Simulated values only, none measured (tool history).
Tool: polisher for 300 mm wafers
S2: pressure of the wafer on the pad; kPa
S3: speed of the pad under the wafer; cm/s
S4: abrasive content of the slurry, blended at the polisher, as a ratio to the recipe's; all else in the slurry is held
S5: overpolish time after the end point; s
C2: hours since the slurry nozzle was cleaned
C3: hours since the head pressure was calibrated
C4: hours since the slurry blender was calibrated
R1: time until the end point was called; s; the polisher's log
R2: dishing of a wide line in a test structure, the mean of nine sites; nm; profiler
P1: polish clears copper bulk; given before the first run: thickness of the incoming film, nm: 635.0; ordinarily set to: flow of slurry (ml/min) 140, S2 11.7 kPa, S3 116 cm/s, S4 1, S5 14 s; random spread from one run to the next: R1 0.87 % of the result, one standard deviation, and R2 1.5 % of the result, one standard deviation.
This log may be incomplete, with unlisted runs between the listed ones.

Run 1, day 0.333: flow of slurry (ml/min) 140, S2 11.7 kPa, S3 116 cm/s, S4 1, S5 14 s; wafers polished on this pad 298; C2 238.2; C3 311.8; C4 181.7. Result: R1 88.26 s, R2 49.357 nm.
Run 2, day 0.733: flow of slurry (ml/min) 140, S2 11.7 kPa, S3 116 cm/s, S4 1, S5 14 s; wafers polished on this pad 385; C2 247.8; C3 321.4; C4 191.3. Result: R1 91.996 s, R2 49.016 nm.
Run 3, day 1: flow of slurry (ml/min) 140, S2 11.7 kPa, S3 52 cm/s, S4 1, S5 14 s; wafers polished on this pad 444; C2 254.2; C3 327.8; C4 197.7. Result: R1 200.6 s, R2 28.6 nm.
Run 4, day 1.421: flow of slurry (ml/min) 140, S2 11.7 kPa, S3 116 cm/s, S4 1, S5 4 s; wafers polished on this pad 536; C2 264.3; C3 337.9; C4 207.8. Result: R1 89.414 s, R2 18.609 nm.
Run 5, day 1.683: flow of slurry (ml/min) 140, S2 11.7 kPa, S3 178 cm/s, S4 1, S5 14 s; wafers polished on this pad 594; C2 270.6; C3 344.2; C4 214.1. Result: R1 58.787 s, R2 63.209 nm.
Run 6, day 2.138: flow of slurry (ml/min) 85, S2 9 kPa, S3 116 cm/s, S4 1, S5 14 s; wafers polished on this pad 693; C2 281.5; C3 355.1; C4 225. Result: R1 132.15 s, R2 37.614 nm.
Run 7, day 2.362: flow of slurry (ml/min) 140, S2 11.7 kPa, S3 116 cm/s, S4 1, S5 27 s; wafers polished on this pad 743; C2 286.9; C3 360.5; C4 230.4. Result: R1 90.437 s, R2 68.051 nm.
Run 8, day 2.862: flow of slurry (ml/min) 140, S2 11.7 kPa, S3 116 cm/s, S4 1.25, S5 14 s; wafers polished on this pad 852; C2 298.9; C3 372.5; C4 242.4. Result: R1 84.908 s, R2 52.269 nm.
Run 9, day 3.354: flow of slurry (ml/min) 140, S2 6.9 kPa, S3 116 cm/s, S4 1, S5 14 s; wafers polished on this pad 960; C2 310.7; C3 384.3; C4 254.2. Result: R1 154.57 s, R2 32.389 nm.
Run 10, day 3.662: flow of slurry (ml/min) 205, S2 11.7 kPa, S3 116 cm/s, S4 1, S5 14 s; wafers polished on this pad 1028; C2 318.1; C3 391.7; C4 261.6. Result: R1 84.454 s, R2 51.859 nm.
Run 11, day 4.033: flow of slurry (ml/min) 85, S2 11.7 kPa, S3 116 cm/s, S4 1, S5 14 s; wafers polished on this pad 1109; C2 327; C3 400.6; C4 270.5. Result: R1 102.4 s, R2 46.083 nm.
Run 12, day 4.271: flow of slurry (ml/min) 140, S2 11.7 kPa, S3 116 cm/s, S4 1, S5 14 s; wafers polished on this pad 1161; C2 332.7; C3 406.3; C4 276.2. Result: R1 89.229 s, R2 51.761 nm.
Run 13, day 4.721: flow of slurry (ml/min) 140, S2 11.7 kPa, S3 116 cm/s, S4 0.5, S5 14 s; wafers polished on this pad 1260; C2 343.5; C3 417.1; C4 287. Result: R1 105.85 s, R2 46.887 nm.
Run 14, day 5.2: flow of slurry (ml/min) 140, S2 17.9 kPa, S3 56 cm/s, S4 1, S5 14 s; wafers polished on this pad 1365; C2 355; C3 428.6; C4 298.5. Result: R1 123.16 s, R2 43.824 nm.
Run 15, day 5.496: flow of slurry (ml/min) 140, S2 11.7 kPa, S3 116 cm/s, S4 1, S5 14 s; wafers polished on this pad 1429; C2 362.1; C3 435.7; C4 305.6. Result: R1 91.902 s, R2 49.829 nm.
Run 16, day 5.862: flow of slurry (ml/min) 140, S2 16.5 kPa, S3 116 cm/s, S4 1, S5 14 s; wafers polished on this pad 1510; C2 370.9; C3 444.5; C4 314.4. Result: R1 64.375 s, R2 62.828 nm.
Run 17, day 6.283: flow of slurry (ml/min) 140, S2 11.7 kPa, S3 116 cm/s, S4 1, S5 14 s; wafers polished on this pad 1602; C2 381; C3 454.6; C4 324.5. Result: R1 91.156 s, R2 50.506 nm.
Run 18, day 6.6: flow of slurry (ml/min) 140, S2 11.7 kPa, S3 116 cm/s, S4 1, S5 14 s; wafers polished on this pad 1672; C2 388.6; C3 462.2; C4 332.1. Result: R1 93.541 s, R2 49.546 nm.
Run 19, day 7.067: flow of slurry (ml/min) 140, S2 11.7 kPa, S3 116 cm/s, S4 1, S5 14 s; wafers polished on this pad 1774; C2 399.8; C3 473.4; C4 343.3. Result: R1 95.579 s, R2 48.131 nm.
Run 20, day 7.458: flow of slurry (ml/min) 140, S2 11.7 kPa, S3 116 cm/s, S4 1, S5 14 s; wafers polished on this pad 1860; C2 409.2; C3 482.8; C4 352.7. Result: R1 97.804 s, R2 47.866 nm.
Run 21, day 7.929: flow of slurry (ml/min) 140, S2 11.7 kPa, S3 116 cm/s, S4 1, S5 14 s; wafers polished on this pad 1963; C2 420.5; C3 494.1; C4 364. Result: R1 98.83 s, R2 47.405 nm.
At day 8.092: head pressure recalibrated.
Run 22, day 8.283: flow of slurry (ml/min) 140, S2 11.7 kPa, S3 116 cm/s, S4 1, S5 14 s; wafers polished on this pad 2041; C2 429; C3 4.6; C4 372.5. Result: R1 98.866 s, R2 46.689 nm.
Run 23, day 8.579: flow of slurry (ml/min) 140, S2 11.7 kPa, S3 116 cm/s, S4 1, S5 14 s; wafers polished on this pad 2105; C2 436.1; C3 11.7; C4 379.6. Result: R1 98.687 s, R2 47.04 nm.
Run 24, day 8.921: flow of slurry (ml/min) 140, S2 11.7 kPa, S3 116 cm/s, S4 1, S5 14 s; wafers polished on this pad 2180; C2 444.3; C3 19.9; C4 387.8. Result: R1 102.4 s, R2 45.922 nm.
At day 9: slurry blender recalibrated.
Run 25, day 9.212: flow of slurry (ml/min) 140, S2 11.7 kPa, S3 116 cm/s, S4 1, S5 14 s; wafers polished on this pad 2244; C2 451.3; C3 26.9; C4 5.1. Result: R1 101.27 s, R2 46.351 nm.
Run 26, day 9.625: flow of slurry (ml/min) 140, S2 11.7 kPa, S3 116 cm/s, S4 1, S5 14 s; wafers polished on this pad 2335; C2 461.2; C3 36.8; C4 15. Result: R1 102.27 s, R2 47.074 nm.
Run 27, day 10.004: flow of slurry (ml/min) 140, S2 11.7 kPa, S3 116 cm/s, S4 1, S5 14 s; wafers polished on this pad 2418; C2 470.3; C3 45.9; C4 24.1. Result: R1 101.77 s, R2 46.901 nm.
Run 28, day 10.321: flow of slurry (ml/min) 140, S2 11.7 kPa, S3 116 cm/s, S4 1, S5 14 s; wafers polished on this pad 2487; C2 477.9; C3 53.5; C4 31.7. Result: R1 100.43 s, R2 47.124 nm.

What P1 gives has crept off from where it sat before. The 2 causes that follow fit the log equally well, each at the size noted:
A: slurry flow missing at the pad, % = 37.9
B: removal rate lost through wear of the pad, % = 10.5
The process output started creeping at around day 6.283.
All other causes, with the reason each is excluded:
head's pressure below its setpoint, %: serviced at day 8.092, which brought nothing back
abrasive missing from the slurry, %: serviced at day 9, which brought nothing back

4 check runs are offered, each on 2 wafers whose results are averaged, their results left as question marks. Which one tells the causes apart?
Run check 1, day 10.638: flow of slurry (ml/min) 140, S2 11.7 kPa, S3 116 cm/s, S4 0.75, S5 4 s. Result: R1 ?, R2 ?.
Run check 2, day 10.638: flow of slurry (ml/min) 140, S2 11.7 kPa, S3 116 cm/s, S4 0.6, S5 14 s. Result: R1 ?, R2 ?.
Run check 3, day 10.638: flow of slurry (ml/min) 95, S2 11.7 kPa, S3 116 cm/s, S4 1, S5 14 s. Result: R1 ?, R2 ?.
Run check 4, day 10.638: flow of slurry (ml/min) 140, S2 11.7 kPa, S3 168 cm/s, S4 1, S5 23 s. Result: R1 ?, R2 ?.

If the cause were each of the candidates in turn, the checks would give the following:
  check  result    if A    if B
check 1      R1  107.22   107.3
check 1      R2  16.622  16.611
check 2      R1  112.21  112.29
check 2      R2  43.501   43.48
check 3      R1  114.92  110.06
check 3      R2   42.81  44.063
check 4      R1  69.679  69.731
check 4      R2  70.705  70.688
Distance between the nearest two causes, measured in the result of the check that separates them most: check 1 0.07 %; check 2 0.07 %; check 3 4.32 %; check 4 0.07 %
Of the check runs offered, only check 3 discriminates between the causes; the rest would read about the same regardless of which cause applies.

Check 3 has now been run. It gave: R1 109.99 s; R2 43.894 nm. Which of the candidate causes is it?

B is the cause: removal rate lost through wear of the pad, %.

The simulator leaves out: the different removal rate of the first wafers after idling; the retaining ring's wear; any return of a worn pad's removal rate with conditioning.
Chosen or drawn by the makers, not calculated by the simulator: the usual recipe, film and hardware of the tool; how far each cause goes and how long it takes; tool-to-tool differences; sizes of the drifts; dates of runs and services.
